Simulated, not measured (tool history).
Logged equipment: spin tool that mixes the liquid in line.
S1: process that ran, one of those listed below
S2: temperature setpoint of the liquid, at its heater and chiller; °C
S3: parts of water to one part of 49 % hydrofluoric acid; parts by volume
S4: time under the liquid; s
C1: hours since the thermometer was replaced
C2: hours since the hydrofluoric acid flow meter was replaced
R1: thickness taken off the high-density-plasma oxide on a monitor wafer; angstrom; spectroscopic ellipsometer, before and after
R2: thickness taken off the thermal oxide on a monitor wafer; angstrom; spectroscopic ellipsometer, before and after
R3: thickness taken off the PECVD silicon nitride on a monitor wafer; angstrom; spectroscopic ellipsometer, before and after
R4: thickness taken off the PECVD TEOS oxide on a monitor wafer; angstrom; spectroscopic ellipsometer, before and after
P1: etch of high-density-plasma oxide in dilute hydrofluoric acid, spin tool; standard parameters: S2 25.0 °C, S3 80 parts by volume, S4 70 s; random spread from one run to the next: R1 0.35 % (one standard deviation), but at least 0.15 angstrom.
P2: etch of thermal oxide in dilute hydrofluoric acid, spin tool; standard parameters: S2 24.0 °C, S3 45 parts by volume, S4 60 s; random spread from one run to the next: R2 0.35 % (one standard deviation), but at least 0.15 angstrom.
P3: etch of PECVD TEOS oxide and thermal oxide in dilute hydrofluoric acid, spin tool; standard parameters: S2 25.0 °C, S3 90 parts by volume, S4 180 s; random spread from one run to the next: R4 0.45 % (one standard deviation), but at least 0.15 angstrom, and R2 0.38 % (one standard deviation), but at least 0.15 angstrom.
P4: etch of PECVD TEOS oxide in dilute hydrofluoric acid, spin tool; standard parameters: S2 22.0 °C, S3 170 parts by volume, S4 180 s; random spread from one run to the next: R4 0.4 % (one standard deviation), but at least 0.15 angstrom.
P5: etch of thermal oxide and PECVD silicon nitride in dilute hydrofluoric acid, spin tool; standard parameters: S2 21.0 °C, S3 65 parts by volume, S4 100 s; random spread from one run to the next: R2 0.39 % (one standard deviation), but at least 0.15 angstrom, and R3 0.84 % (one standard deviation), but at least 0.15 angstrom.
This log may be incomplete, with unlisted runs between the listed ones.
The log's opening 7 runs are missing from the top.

Run 8, day 3.779: S1 P1, S2 25.0 °C, S3 130 parts by volume, S4 70 s; C1 2255.6; C2 40.0. Result: R1 38.1670 angstrom.
Run 9, day 4.129: S1 P3, S2 25.0 °C, S3 90 parts by volume, S4 330 s; C1 2264.0; C2 48.4. Result: R2 185.350 angstrom, R4 508.910 angstrom.
Run 10, day 4.554: S1 P4, S2 22.0 °C, S3 170 parts by volume, S4 95 s; C1 2274.2; C2 58.6. Result: R4 53.903 angstrom.
Run 11, day 5.117: S1 P1, S2 25.0 °C, S3 80 parts by volume, S4 70 s; C1 2287.7; C2 72.1. Result: R1 65.9990 angstrom.
Run 12, day 5.629: S1 P1, S2 25.0 °C, S3 140 parts by volume, S4 15 s; C1 2300.0; C2 84.4. Result: R1 7.7691 angstrom.
Run 13, day 6.096: S1 P1, S2 25.0 °C, S3 40 parts by volume, S4 70 s; C1 2311.2; C2 95.6. Result: R1 140.3900 angstrom.
Run 14, day 6.400: S1 P2, S2 24.0 °C, S3 65 parts by volume, S4 60 s; C1 2318.5; C2 102.9. Result: R2 46.476 angstrom.
Run 15, day 6.746: S1 P3, S2 25.0 °C, S3 90 parts by volume, S4 180 s; C1 2326.8; C2 111.2. Result: R2 101.530 angstrom, R4 276.210 angstrom.
Run 16, day 7.062: S1 P1, S2 25.0 °C, S3 80 parts by volume, S4 70 s; C1 2334.4; C2 118.8. Result: R1 65.9090 angstrom.
Run 17, day 7.421: S1 P2, S2 24.0 °C, S3 45 parts by volume, S4 110 s; C1 2343.0; C2 127.4. Result: R2 125.040 angstrom.
Run 18, day 7.800: S1 P1, S2 20.0 °C, S3 80 parts by volume, S4 70 s; C1 2352.1; C2 136.5. Result: R1 53.8940 angstrom.
Run 19, day 8.242: S1 P2, S2 29.5 °C, S3 45 parts by volume, S4 60 s; C1 2362.7; C2 147.1. Result: R2 84.973 angstrom.
Run 20, day 8.612: S1 P5, S2 21.0 °C, S3 65 parts by volume, S4 100 s; C1 2371.6; C2 156.0. Result: R2 63.979 angstrom, R3 31.036 angstrom.
Run 21, day 9.096: S1 P3, S2 25.0 °C, S3 90 parts by volume, S4 180 s; C1 2383.2; C2 167.6. Result: R2 101.100 angstrom, R4 277.020 angstrom.
Run 22, day 9.692: S1 P4, S2 28.5 °C, S3 170 parts by volume, S4 180 s; C1 2397.5; C2 181.9. Result: R4 129.500 angstrom.
Run 23, day 10.054: S1 P4, S2 22.0 °C, S3 170 parts by volume, S4 180 s; C1 2406.2; C2 190.6. Result: R4 101.650 angstrom.
Run 24, day 10.404: S1 P5, S2 28.5 °C, S3 65 parts by volume, S4 100 s; C1 2414.6; C2 199.0. Result: R2 86.657 angstrom, R3 51.693 angstrom.
Run 25, day 10.817: S1 P5, S2 21.0 °C, S3 40 parts by volume, S4 100 s; C1 2424.5; C2 208.9. Result: R2 106.690 angstrom, R3 50.660 angstrom.
Run 26, day 11.100: S1 P3, S2 25.0 °C, S3 45 parts by volume, S4 180 s; C1 2431.3; C2 215.7. Result: R2 215.490 angstrom, R4 585.990 angstrom.

Run 27 is up next; what results do you expect?
Run 27, day 11.554: S1 P1, S2 25.0 °C, S3 80 parts by volume, S4 35 s; C1 2442.2; C2 226.6. Result: R1 ?.

R1: 33.1140 angstrom
